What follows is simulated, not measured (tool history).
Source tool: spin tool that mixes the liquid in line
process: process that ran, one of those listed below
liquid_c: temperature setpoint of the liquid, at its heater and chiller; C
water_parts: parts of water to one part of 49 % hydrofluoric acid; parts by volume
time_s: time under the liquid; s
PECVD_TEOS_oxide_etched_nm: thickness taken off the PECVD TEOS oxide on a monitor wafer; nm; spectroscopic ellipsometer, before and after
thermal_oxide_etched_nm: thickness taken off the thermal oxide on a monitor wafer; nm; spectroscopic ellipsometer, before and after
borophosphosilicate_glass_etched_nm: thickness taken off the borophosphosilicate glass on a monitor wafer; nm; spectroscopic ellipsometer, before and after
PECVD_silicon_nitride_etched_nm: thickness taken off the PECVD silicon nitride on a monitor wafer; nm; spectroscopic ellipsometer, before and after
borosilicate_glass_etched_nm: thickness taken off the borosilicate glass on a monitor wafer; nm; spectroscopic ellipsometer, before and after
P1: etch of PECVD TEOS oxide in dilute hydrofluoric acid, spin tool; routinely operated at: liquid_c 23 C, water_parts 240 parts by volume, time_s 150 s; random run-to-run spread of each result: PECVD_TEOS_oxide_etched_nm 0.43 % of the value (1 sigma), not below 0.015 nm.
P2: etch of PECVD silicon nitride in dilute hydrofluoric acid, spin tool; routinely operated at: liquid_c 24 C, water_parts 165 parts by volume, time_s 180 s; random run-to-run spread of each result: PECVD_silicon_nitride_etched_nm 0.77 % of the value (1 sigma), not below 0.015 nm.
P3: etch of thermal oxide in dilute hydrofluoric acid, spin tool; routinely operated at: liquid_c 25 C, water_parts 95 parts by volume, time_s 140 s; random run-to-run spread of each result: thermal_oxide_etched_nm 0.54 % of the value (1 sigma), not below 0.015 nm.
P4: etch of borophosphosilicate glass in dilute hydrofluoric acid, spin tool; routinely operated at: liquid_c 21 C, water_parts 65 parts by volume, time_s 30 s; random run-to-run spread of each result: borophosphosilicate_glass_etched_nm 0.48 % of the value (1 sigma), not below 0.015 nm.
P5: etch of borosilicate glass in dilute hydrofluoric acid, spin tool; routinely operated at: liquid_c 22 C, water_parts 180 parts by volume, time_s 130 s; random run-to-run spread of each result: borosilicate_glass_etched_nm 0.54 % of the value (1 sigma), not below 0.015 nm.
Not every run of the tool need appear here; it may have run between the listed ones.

run,day,process,liquid_c,water_parts,time_s,PECVD_TEOS_oxide_etched_nm,thermal_oxide_etched_nm,borophosphosilicate_glass_etched_nm,PECVD_silicon_nitride_etched_nm,borosilicate_glass_etched_nm
1,0.283,P1,23,240,150,8.8694,,,,
2,0.596,P1,27,350,150,6.2682,,,,
3,0.883,P1,23,240,150,8.9156,,,,
4,1.254,P3,25,95,280,,14.836,,,
5,1.729,P4,21,65,15,,,9.9124,,
6,2.208,P1,18,240,150,7.442,,,,
7,2.492,P2,24,165,40,,,,0.80949,
8,2.792,P2,24,165,180,,,,3.6332,
9,3.15,P5,22,310,130,,,,,7.6829
10,3.442,P5,22,180,130,,,,,15.099
11,3.904,P3,32.5,95,140,,9.8844,,,
12,4.167,P4,21,65,30,,,19.918,,
13,4.442,P2,24,60,180,,,,9.6692,
14,4.792,P3,25,95,140,,7.4022,,,
15,5.275,P1,23,415,150,4.4365,,,,
16,5.558,P2,17,165,180,,,,2.2514,
17,6.054,P4,27.5,65,30,,,25.934,,
18,6.488,P1,23,240,150,8.9802,,,,
19,6.888,P1,27,240,20,1.4049,,,,
20,7.362,P1,23,70,150,37.262,,,,
21,7.662,P4,21,65,30,,,19.835,,
22,7.896,P4,21,100,30,,,12.347,,
23,8.283,P5,22,180,15,,,,,1.7215
24,8.754,P1,23,240,150,8.9715,,,,
25,9.046,P3,25,95,140,,7.4949,,,
26,9.283,P1,27.5,240,150,10.558,,,,
27,9.692,P1,23,240,150,9.0086,,,,
28,10.138,P1,23,240,255,15.199,,,,
29,10.554,P2,24,165,180,,,,3.5858,
30,11.079,P5,29.5,180,130,,,,,19.685
31,11.492,P3,25,165,140,,3.959,,,
32,11.733,P1,23,240,15,0.9094,,,,
33,12.208,P1,23,240,150,8.982,,,,
34,12.621,P1,23,240,150,9.2175,,,,
35,13.046,P1,23,240,150,9.321,,,,
36,13.388,P1,23,240,150,9.4255,,,,
37,13.679,P1,23,240,150,9.4637,,,,
38,13.946,P1,23,240,150,9.5343,,,,
39,14.338,P1,23,240,150,9.5487,,,,
40,14.654,P1,23,240,150,9.5817,,,,
41,14.896,P1,23,240,150,9.6038,,,,
42,15.212,P1,23,240,150,9.5396,,,,

What P1 gives has crept away from where it was. These 2 causes fit the log equally well, each at the size given:
A: liquid hotter than its thermometer reads (K) = 1.81
B: hydrofluoric acid flow above the setpoint (%) = 5.4
The onset of the drift is placed at about day 12.208.

4 check runs are offered, one wafer each, their results left as question marks. Which one tells the causes apart?
check 1,15.529,P5,25.5,270,130,,,,,?
check 2,15.529,P3,30.5,95,265,,?,,,
check 3,15.529,P2,17.5,165,180,,,,?,
check 4,15.529,P4,26,95,30,,,?,,

Expected result of each check under each candidate cause:
check,result,if A,if B
check 1,borosilicate_glass_etched_nm,11.047,11.1
check 2,thermal_oxide_etched_nm,18.609,18.467
check 3,PECVD_silicon_nitride_etched_nm,2.6255,2.4449
check 4,borophosphosilicate_glass_etched_nm,17.171,16.981
Per-check spread between the two closest causes, in the result where they differ most: check 1 0.48 %; check 2 0.76 %; check 3 7.13 %; check 4 1.11 %
Only check 3 tells the causes apart: in the others they would give nearly the same result.

Check 3 has now been run. It gave: PECVD_silicon_nitride_etched_nm 2.4845 nm. Which of the candidate causes is it?

The cause is B: hydrofluoric acid flow above the setpoint (%).
